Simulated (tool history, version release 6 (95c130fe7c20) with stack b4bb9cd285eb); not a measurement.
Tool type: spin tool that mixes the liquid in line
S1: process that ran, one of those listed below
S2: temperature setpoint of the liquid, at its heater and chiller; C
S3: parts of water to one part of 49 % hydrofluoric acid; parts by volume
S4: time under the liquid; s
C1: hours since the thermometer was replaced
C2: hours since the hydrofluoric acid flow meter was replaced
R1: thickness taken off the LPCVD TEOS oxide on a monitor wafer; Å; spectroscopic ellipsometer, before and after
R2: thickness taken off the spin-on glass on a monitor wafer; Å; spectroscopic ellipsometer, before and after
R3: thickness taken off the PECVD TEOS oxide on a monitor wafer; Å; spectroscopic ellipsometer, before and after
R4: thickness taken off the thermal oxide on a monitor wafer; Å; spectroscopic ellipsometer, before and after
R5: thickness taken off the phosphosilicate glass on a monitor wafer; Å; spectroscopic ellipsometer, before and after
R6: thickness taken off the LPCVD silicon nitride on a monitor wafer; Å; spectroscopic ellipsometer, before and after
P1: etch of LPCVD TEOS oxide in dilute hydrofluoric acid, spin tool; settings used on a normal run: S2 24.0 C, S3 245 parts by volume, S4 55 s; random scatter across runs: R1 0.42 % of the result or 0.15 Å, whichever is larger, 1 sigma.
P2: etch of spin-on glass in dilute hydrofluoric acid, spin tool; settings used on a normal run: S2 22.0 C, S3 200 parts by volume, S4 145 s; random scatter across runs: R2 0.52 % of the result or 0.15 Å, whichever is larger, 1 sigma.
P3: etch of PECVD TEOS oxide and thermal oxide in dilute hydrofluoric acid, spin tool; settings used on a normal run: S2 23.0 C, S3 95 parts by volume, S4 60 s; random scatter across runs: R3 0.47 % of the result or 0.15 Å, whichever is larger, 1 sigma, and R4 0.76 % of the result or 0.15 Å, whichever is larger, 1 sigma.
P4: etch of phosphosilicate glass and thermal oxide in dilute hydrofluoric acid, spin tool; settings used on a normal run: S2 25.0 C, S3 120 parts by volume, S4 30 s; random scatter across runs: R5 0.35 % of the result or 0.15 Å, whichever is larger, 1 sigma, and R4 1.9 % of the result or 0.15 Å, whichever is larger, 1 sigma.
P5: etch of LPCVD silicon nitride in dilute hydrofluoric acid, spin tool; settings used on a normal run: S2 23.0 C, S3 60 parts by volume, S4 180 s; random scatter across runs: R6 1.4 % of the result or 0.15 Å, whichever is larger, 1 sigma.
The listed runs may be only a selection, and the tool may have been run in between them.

| run | hour | S1 | S2 | S3 | S4 | C1 | C2 | R1 | R2 | R3 | R4 | R5 | R6 |
|---|---|---|---|---|---|---|---|---|---|---|---|---|---|
| 1 | 10.2 | P1 | 24.0 | 245 | 55 | 396.4 | 641.8 | 81.273 |  |  |  |  |  |
| 2 | 21.8 | P2 | 30.0 | 200 | 145 | 408.0 | 653.4 |  | 360.030 |  |  |  |  |
| 3 | 36.4 | P1 | 27.5 | 390 | 55 | 422.6 | 668.0 | 49.901 |  |  |  |  |  |
| 4 | 49.8 | P1 | 24.0 | 245 | 55 | 436.0 | 681.4 | 81.591 |  |  |  |  |  |
| 5 | 59.7 | P3 | 23.0 | 95 | 60 | 445.9 | 691.3 |  |  | 52.645 | 29.4740 |  |  |
| 6 | 73.6 | P4 | 25.0 | 220 | 30 | 459.8 | 705.2 |  |  |  | 5.8796 | 80.557 |  |
| 7 | 82.5 | P4 | 25.0 | 120 | 30 | 468.7 | 714.1 |  |  |  | 11.5200 | 166.840 |  |
| 8 | 96.7 | P4 | 25.0 | 120 | 45 | 482.9 | 728.3 |  |  |  | 18.0630 | 249.140 |  |
| 9 | 107.4 | P1 | 24.0 | 105 | 15 | 493.6 | 739.0 | 60.786 |  |  |  |  |  |
| 10 | 120.1 | P5 | 23.0 | 100 | 180 | 506.3 | 751.7 |  |  |  |  |  | 9.1560 |
| 11 | 129.8 | P1 | 24.0 | 245 | 55 | 516.0 | 761.4 | 82.073 |  |  |  |  |  |
| 12 | 139.8 | P2 | 22.0 | 200 | 45 | 526.0 | 771.4 |  | 84.082 |  |  |  |  |
| 13 | 147.3 | P5 | 17.0 | 60 | 180 | 533.5 | 778.9 |  |  |  |  |  | 10.2740 |
| 14 | 155.0 | P1 | 24.0 | 245 | 55 | 541.2 | 786.6 | 81.739 |  |  |  |  |  |
| 15 | 166.1 | P3 | 23.0 | 175 | 60 | 552.3 | 797.7 |  |  | 26.270 | 14.6000 |  |  |
| 16 | 174.0 | P1 | 17.0 | 245 | 55 | 560.2 | 805.6 | 63.165 |  |  |  |  |  |
| 17 | 181.4 | P2 | 22.0 | 200 | 145 | 567.6 | 813.0 |  | 270.740 |  |  |  |  |
| 18 | 190.4 | P1 | 29.0 | 245 | 55 | 576.6 | 822.0 | 97.641 |  |  |  |  |  |
| 19 | 203.0 | P5 | 23.0 | 60 | 180 | 589.2 | 834.6 |  |  |  |  |  | 15.5990 |
| 20 | 214.7 | P2 | 22.0 | 360 | 145 | 600.9 | 846.3 |  | 129.980 |  |  |  |  |
| 21 | 226.2 | P4 | 25.0 | 120 | 30 | 612.4 | 857.8 |  |  |  | 11.7590 | 165.330 |  |
| 22 | 235.5 | P3 | 19.0 | 95 | 60 | 621.7 | 867.1 |  |  | 45.009 | 25.1020 |  |  |
| 23 | 244.4 | P1 | 24.0 | 140 | 55 | 630.6 | 876.0 | 160.110 |  |  |  |  |  |
| 24 | 254.3 | P1 | 24.0 | 410 | 55 | 640.5 | 885.9 | 42.086 |  |  |  |  |  |
| 25 | 269.0 | P1 | 24.0 | 245 | 55 | 655.2 | 900.6 | 82.595 |  |  |  |  |  |
| 26 | 277.8 | P3 | 23.0 | 95 | 25 | 664.0 | 909.4 |  |  | 22.216 | 12.2690 |  |  |
| 27 | 284.6 | P5 | 23.0 | 60 | 35 | 670.8 | 916.2 |  |  |  |  |  | 3.0153 |
| 28 | 293.1 | P4 | 31.5 | 120 | 30 | 679.3 | 924.7 |  |  |  | 14.8860 | 212.220 |  |
| 29 | 302.6 | P1 | 24.0 | 245 | 80 | 688.8 | 934.2 | 118.560 |  |  |  |  |  |
| 30 | 309.2 | P1 | 24.0 | 245 | 15 | 695.4 | 940.8 | 22.490 |  |  |  |  |  |
| 31 | 323.8 | P1 | 24.0 | 245 | 55 | 710.0 | 955.4 | 81.163 |  |  |  |  |  |
| 32 | 331.7 | P1 | 24.0 | 245 | 55 | 717.9 | 963.3 | 83.488 |  |  |  |  |  |
| 33 | 346.5 | P1 | 24.0 | 245 | 55 | 732.7 | 978.1 | 85.712 |  |  |  |  |  |
| 34 | 358.2 | P1 | 24.0 | 245 | 55 | 744.4 | 989.8 | 85.844 |  |  |  |  |  |
| 35 | 364.8 | P1 | 24.0 | 245 | 55 | 751.0 | 996.4 | 85.213 |  |  |  |  |  |
| 36 | 378.5 | P1 | 24.0 | 245 | 55 | 764.7 | 1010.1 | 86.273 |  |  |  |  |  |
| 37 | 389.0 | P1 | 24.0 | 245 | 55 | 775.2 | 1020.6 | 86.825 |  |  |  |  |  |
| 38 | 399.5 | P1 | 24.0 | 245 | 55 | 785.7 | 1031.1 | 86.139 |  |  |  |  |  |
| 39 | 408.3 | P1 | 24.0 | 245 | 55 | 794.5 | 1039.9 | 86.513 |  |  |  |  |  |
| 40 | 421.8 | P1 | 24.0 | 245 | 55 | 808.0 | 1053.4 | 87.088 |  |  |  |  |  |

P1 has crept away from where it was. The log is fitted equally well by each of these 2 causes, at the sizes shown:
A: hydrofluoric acid flow above the setpoint (%) = 4.78
B: liquid hotter than its thermometer reads (K) = 1.64
The onset of the drift is placed at about hour 323.8.

You are offered 4 check runs, listed below with question marks in place of their results; each one averages 5 wafers. Which run separates the listed causes by giving clearly different results for each?
| check 1 | 435.3 | P4 | 31.0 | 210 | 30 |  |  |  |  |  | ? | ? |  |
| check 2 | 435.3 | P3 | 23.0 | 170 | 60 |  |  |  |  | ? | ? |  |  |
| check 3 | 435.3 | P2 | 28.0 | 265 | 145 |  |  |  | ? |  |  |  |  |
| check 4 | 435.3 | P5 | 17.0 | 60 | 180 |  |  |  |  |  |  |  | ? |

Check results expected under each cause:
| check | result | if A | if B |
|---|---|---|---|
| check 1 | R4 | 8.0565 | 8.0281 |
| check 1 | R5 | 112.100 | 111.710 |
| check 2 | R3 | 28.864 | 29.060 |
| check 2 | R4 | 15.8850 | 15.9920 |
| check 3 | R2 | 251.390 | 250.100 |
| check 4 | R6 | 10.6370 | 11.4090 |
Separation of the two closest causes in each check, using whichever result separates them best: check 1 0.35 %; check 2 0.67 %; check 3 0.51 %; check 4 7.01 %
Check 4 tells the causes apart: in the others they would give nearly the same result.

Check 4 was carried out, with these results: R6 11.3310 Å. Which of the listed causes is responsible?

B is the cause: liquid hotter than its thermometer reads (K).
